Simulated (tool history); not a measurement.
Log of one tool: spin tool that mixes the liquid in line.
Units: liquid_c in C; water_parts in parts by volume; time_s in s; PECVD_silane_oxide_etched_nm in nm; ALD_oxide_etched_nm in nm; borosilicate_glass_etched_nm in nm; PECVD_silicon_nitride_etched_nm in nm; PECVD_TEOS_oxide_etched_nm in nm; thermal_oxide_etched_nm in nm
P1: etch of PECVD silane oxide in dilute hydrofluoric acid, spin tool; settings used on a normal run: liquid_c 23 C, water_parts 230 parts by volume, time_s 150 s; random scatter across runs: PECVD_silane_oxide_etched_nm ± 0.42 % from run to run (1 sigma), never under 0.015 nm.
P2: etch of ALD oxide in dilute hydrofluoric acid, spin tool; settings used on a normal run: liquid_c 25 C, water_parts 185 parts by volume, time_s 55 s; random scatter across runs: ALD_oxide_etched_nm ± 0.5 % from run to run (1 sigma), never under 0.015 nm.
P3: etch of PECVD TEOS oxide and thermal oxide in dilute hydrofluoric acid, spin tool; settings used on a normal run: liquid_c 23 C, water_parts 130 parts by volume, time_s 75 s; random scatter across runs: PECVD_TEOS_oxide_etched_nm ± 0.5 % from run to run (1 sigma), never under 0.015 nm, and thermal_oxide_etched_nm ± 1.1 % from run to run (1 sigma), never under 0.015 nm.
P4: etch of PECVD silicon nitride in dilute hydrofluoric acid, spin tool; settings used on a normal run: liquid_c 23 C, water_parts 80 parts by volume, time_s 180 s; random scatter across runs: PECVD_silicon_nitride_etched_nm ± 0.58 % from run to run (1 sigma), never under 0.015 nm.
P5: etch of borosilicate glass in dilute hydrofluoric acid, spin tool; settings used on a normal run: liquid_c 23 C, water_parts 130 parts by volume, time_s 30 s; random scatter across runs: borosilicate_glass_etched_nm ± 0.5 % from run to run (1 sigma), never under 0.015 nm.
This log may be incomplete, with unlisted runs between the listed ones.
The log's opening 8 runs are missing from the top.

run   hour  process  liquid_c  water_parts  time_s  PECVD_silane_oxide_etched_nm  ALD_oxide_etched_nm  borosilicate_glass_etched_nm  PECVD_silicon_nitride_etched_nm  PECVD_TEOS_oxide_etched_nm  thermal_oxide_etched_nm
  9  103.6       P4        23           80     180                                                                                                            4.7351
 10  112.7       P1        17          230     150                        13.697
 11  125.8       P1        23           55     150                         87.25
 12  135.2       P4        18           80     180                                                                                                            3.4146
 13  147.6       P4        23           80     355                                                                                                            9.3782
 14  158.3       P5        23          200      30                                                                           4.5992
 15  167.7       P1        23          320     150                        11.384
 16    181       P1        23          380     290                        17.434
 17  189.8       P1        23          230     150                        17.154
 18  202.4       P3        23          130      75                                                                                                                                        6.0231                   2.4626

The next listed run, before its measurement:
 19  209.8       P2        25           90      55                                                  ?

Run 19 yielded ALD_oxide_etched_nm 13.543 nm.
